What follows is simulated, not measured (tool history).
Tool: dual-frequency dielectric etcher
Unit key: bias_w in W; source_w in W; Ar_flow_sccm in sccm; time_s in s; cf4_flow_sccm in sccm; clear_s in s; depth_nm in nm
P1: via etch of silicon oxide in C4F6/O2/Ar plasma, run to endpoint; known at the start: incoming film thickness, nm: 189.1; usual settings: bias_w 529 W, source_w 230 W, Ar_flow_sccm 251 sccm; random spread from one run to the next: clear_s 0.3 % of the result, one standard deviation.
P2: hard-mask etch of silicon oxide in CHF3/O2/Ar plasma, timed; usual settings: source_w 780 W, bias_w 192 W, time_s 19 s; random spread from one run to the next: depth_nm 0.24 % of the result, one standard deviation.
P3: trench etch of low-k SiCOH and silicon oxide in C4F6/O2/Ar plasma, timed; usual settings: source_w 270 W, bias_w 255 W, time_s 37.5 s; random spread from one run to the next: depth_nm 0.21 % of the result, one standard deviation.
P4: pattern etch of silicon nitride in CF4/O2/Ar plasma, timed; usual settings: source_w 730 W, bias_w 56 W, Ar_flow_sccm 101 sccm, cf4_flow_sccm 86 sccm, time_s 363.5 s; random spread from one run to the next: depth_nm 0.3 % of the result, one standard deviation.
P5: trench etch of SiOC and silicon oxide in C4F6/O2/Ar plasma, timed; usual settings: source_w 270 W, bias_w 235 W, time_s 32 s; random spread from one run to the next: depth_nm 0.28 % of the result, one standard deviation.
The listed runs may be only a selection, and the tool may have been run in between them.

run 1 hour=3.7 | process=P1 bias_w=529 source_w=230 Ar_flow_sccm=251 | clear_s=50.103
run 2 hour=7.6 | process=P2 bias_w=192 source_w=780 time_s=19 | depth_nm=42.876
run 3 hour=9.9 | process=P3 bias_w=199 source_w=270 time_s=37.5 | depth_nm=105.11
run 4 hour=13.2 | process=P1 bias_w=529 source_w=230 Ar_flow_sccm=332 | clear_s=52.109
run 5 hour=15.5 | process=P3 bias_w=255 source_w=270 time_s=22.5 | depth_nm=68.437
run 6 hour=17.6 | process=P1 bias_w=529 source_w=140 Ar_flow_sccm=171 | clear_s=57.314
run 7 hour=22.3 | process=P1 bias_w=529 source_w=230 Ar_flow_sccm=251 | clear_s=50.075
run 8 hour=24.7 | process=P3 bias_w=255 source_w=270 time_s=37.5 | depth_nm=114.04
run 9 hour=27.9 | process=P2 bias_w=192 source_w=780 time_s=10.5 | depth_nm=23.775
-- hour=30.9 source power generator calibrated
run 10 hour=32.4 | process=P5 bias_w=235 source_w=270 time_s=46 | depth_nm=86.69
run 11 hour=35.6 | process=P5 bias_w=235 source_w=270 time_s=32 | depth_nm=60.462
run 12 hour=39.8 | process=P4 bias_w=75 source_w=730 Ar_flow_sccm=101 time_s=363.5 cf4_flow_sccm=86 | depth_nm=1120.4
run 13 hour=42.4 | process=P4 bias_w=56 source_w=900 Ar_flow_sccm=101 time_s=363.5 cf4_flow_sccm=86 | depth_nm=1195
run 14 hour=47.2 | process=P5 bias_w=235 source_w=340 time_s=32 | depth_nm=65.629
run 15 hour=50.7 | process=P4 bias_w=56 source_w=730 Ar_flow_sccm=124 time_s=363.5 cf4_flow_sccm=86 | depth_nm=967.74
run 16 hour=53.8 | process=P1 bias_w=745 source_w=230 Ar_flow_sccm=251 | clear_s=43.832
run 17 hour=57.9 | process=P1 bias_w=312 source_w=230 Ar_flow_sccm=251 | clear_s=61.417
run 18 hour=60.3 | process=P2 bias_w=264 source_w=780 time_s=19 | depth_nm=48.059
run 19 hour=64.6 | process=P4 bias_w=56 source_w=730 Ar_flow_sccm=101 time_s=233.5 cf4_flow_sccm=86 | depth_nm=638.91
run 20 hour=68.4 | process=P1 bias_w=529 source_w=330 Ar_flow_sccm=332 | clear_s=45.333
run 21 hour=71.4 | process=P1 bias_w=529 source_w=230 Ar_flow_sccm=251 | clear_s=50.099
run 22 hour=75.2 | process=P1 bias_w=529 source_w=230 Ar_flow_sccm=251 | clear_s=49.907
run 23 hour=78.1 | process=P1 bias_w=529 source_w=230 Ar_flow_sccm=251 | clear_s=50.376
run 24 hour=81.3 | process=P1 bias_w=529 source_w=230 Ar_flow_sccm=204 | clear_s=49.037
run 25 hour=84.9 | process=P2 bias_w=192 source_w=980 time_s=19 | depth_nm=46.631
run 26 hour=88.3 | process=P1 bias_w=529 source_w=310 Ar_flow_sccm=251 | clear_s=44.811
run 27 hour=92.9 | process=P1 bias_w=529 source_w=230 Ar_flow_sccm=251 | clear_s=50.242
run 28 hour=97.8 | process=P1 bias_w=529 source_w=280 Ar_flow_sccm=300 | clear_s=47.772
run 29 hour=100.1 | process=P5 bias_w=318 source_w=270 time_s=32 | depth_nm=66.641
run 30 hour=103.2 | process=P1 bias_w=529 source_w=150 Ar_flow_sccm=251 | clear_s=58.871
run 31 hour=107.2 | process=P3 bias_w=255 source_w=180 time_s=37.5 | depth_nm=98.22
run 32 hour=110.7 | process=P1 bias_w=529 source_w=230 Ar_flow_sccm=251 | clear_s=50.237
run 33 hour=114.3 | process=P4 bias_w=56 source_w=730 Ar_flow_sccm=101 time_s=363.5 cf4_flow_sccm=86 | depth_nm=996.33
run 34 hour=119.1 | process=P4 bias_w=56 source_w=730 Ar_flow_sccm=101 time_s=363.5 cf4_flow_sccm=107 | depth_nm=1024.6
run 35 hour=122.6 | process=P1 bias_w=529 source_w=230 Ar_flow_sccm=251 | clear_s=50.218
run 36 hour=127.2 | process=P1 bias_w=529 source_w=230 Ar_flow_sccm=251 | clear_s=49.971
run 37 hour=132.1 | process=P1 bias_w=529 source_w=230 Ar_flow_sccm=251 | clear_s=49.913
run 38 hour=136.4 | process=P1 bias_w=529 source_w=230 Ar_flow_sccm=251 | clear_s=49.541
-- hour=136.8 Ar flow controller replaced
run 39 hour=141.1 | process=P1 bias_w=529 source_w=230 Ar_flow_sccm=251 | clear_s=49.52
run 40 hour=145.4 | process=P1 bias_w=529 source_w=230 Ar_flow_sccm=251 | clear_s=49.556
-- hour=148.7 wet clean of the chamber
run 41 hour=150.1 | process=P1 bias_w=529 source_w=230 Ar_flow_sccm=251 | clear_s=49.535
run 42 hour=152.6 | process=P1 bias_w=529 source_w=230 Ar_flow_sccm=251 | clear_s=49.376
run 43 hour=156.5 | process=P1 bias_w=529 source_w=230 Ar_flow_sccm=251 | clear_s=49.487
run 44 hour=159.6 | process=P1 bias_w=529 source_w=230 Ar_flow_sccm=251 | clear_s=49.485
run 45 hour=162.2 | process=P1 bias_w=529 source_w=230 Ar_flow_sccm=251 | clear_s=49.348

P1 no longer gives what it gave before; its output has crept away from where it was. The following 2 causes, each at its listed size, fit the log equally well:
A: source power that arrives over what is set, % = 4.26
B: bias power that arrives over what is set, % = 4.01
The process output started creeping at around hour 122.6.
The rest of the possible causes, and what rules out each one:
chamber walls in a state that raises the etch rate, %: serviced at hour 148.7, after the drift had started, without restoring the earlier output
Ar flow that arrives under what is set, %: serviced at hour 136.8, after the drift had started, without restoring the earlier output

Consider the 4 single-wafer check runs listed below, results given as question marks: which one distinguishes between the causes by giving clearly different results for each?
run check 1 hour=164.8 | process=P5 bias_w=235 source_w=270 time_s=32 | depth_nm=?
run check 2 hour=164.8 | process=P3 bias_w=255 source_w=270 time_s=37.5 | depth_nm=?
run check 3 hour=164.8 | process=P4 bias_w=56 source_w=730 Ar_flow_sccm=101 time_s=363.5 cf4_flow_sccm=86 | depth_nm=?
run check 4 hour=164.8 | process=P2 bias_w=192 source_w=780 time_s=19 | depth_nm=?

What every check run would give for each of its results, assuming each possible cause in turn:
check=check_1 result=depth_nm if_A=61.188 if_B=61.045
check=check_2 result=depth_nm if_A=116.08 if_B=115.83
check=check_3 result=depth_nm if_A=1032.6 if_B=1010.9
check=check_4 result=depth_nm if_A=43.569 if_B=43.447
Gap, in per cent, between the two causes that each check separates least, read from the result that separates them most: check 1 0.23 %; check 2 0.21 %; check 3 2.13 %; check 4 0.28 %
Check 3 tells the causes apart: in the others they would give nearly the same result.

Check 3 was then run and gave: depth_nm 1030.8 nm. Which cause is it?

A is the cause: source power that arrives over what is set, %.
